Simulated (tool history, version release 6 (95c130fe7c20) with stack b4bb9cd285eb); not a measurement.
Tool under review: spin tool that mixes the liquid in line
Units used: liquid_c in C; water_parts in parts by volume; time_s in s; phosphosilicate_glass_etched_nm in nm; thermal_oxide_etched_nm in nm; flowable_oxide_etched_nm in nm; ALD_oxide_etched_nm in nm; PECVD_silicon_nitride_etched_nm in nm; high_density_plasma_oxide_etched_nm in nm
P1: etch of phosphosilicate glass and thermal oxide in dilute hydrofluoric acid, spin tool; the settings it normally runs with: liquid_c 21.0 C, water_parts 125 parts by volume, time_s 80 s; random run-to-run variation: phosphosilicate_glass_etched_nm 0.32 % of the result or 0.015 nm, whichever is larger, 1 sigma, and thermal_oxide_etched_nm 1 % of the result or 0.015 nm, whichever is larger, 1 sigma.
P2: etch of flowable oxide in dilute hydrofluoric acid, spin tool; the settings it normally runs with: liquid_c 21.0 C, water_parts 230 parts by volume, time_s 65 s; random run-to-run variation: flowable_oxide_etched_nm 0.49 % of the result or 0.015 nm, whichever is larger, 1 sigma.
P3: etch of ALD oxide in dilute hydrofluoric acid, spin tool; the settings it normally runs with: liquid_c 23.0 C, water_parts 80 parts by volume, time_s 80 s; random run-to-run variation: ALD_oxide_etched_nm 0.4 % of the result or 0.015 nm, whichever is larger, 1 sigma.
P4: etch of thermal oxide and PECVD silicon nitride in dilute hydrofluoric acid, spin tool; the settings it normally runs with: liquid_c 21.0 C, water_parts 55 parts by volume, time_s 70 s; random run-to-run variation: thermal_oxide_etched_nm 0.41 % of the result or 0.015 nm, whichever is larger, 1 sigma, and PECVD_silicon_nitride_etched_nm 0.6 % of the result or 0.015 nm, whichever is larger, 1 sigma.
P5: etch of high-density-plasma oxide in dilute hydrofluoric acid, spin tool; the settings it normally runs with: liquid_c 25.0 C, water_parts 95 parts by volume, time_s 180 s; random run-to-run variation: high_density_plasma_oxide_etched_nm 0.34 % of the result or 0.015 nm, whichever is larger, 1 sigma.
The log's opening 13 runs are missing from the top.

run    day  process  liquid_c  water_parts  time_s  phosphosilicate_glass_etched_nm  thermal_oxide_etched_nm  flowable_oxide_etched_nm  ALD_oxide_etched_nm  PECVD_silicon_nitride_etched_nm  high_density_plasma_oxide_etched_nm
 14  2.450       P5      25.0           95     180                                                                                                                                                                         10.178
 15  2.662       P2      21.0           65      65                                                                             20.8360
 16  2.767       P1      21.0          125     130                          71.6940                  4.17560
 17  2.883       P3      23.0           80      80                                                                                                  16.4590
 18  3.017       P1      21.0          125      80                          43.9090                  2.54570
 19  3.129       P2      17.0          230      65                                                                              4.1945
 20  3.288       P4      17.0           55      70                                                   4.62240                                                                          4.4859
 21  3.392       P1      28.5          125      80                          58.7990                  3.48780
 22  3.558       P1      21.0          220      15                           4.2431                  0.27091
 23  3.679       P5      25.0           95     180                                                                                                                                                                         10.209
 24  3.904       P4      21.0           95      70                                                   3.02100                                                                          3.4346
 25  4.071       P1      21.0          195      80                          26.0080                  1.52450

What does the tool deliver on the next run?
 26  4.254       P5      29.5           95     180                                                                                                                                                                              ?

high_density_plasma_oxide_etched_nm: 12.138 nm
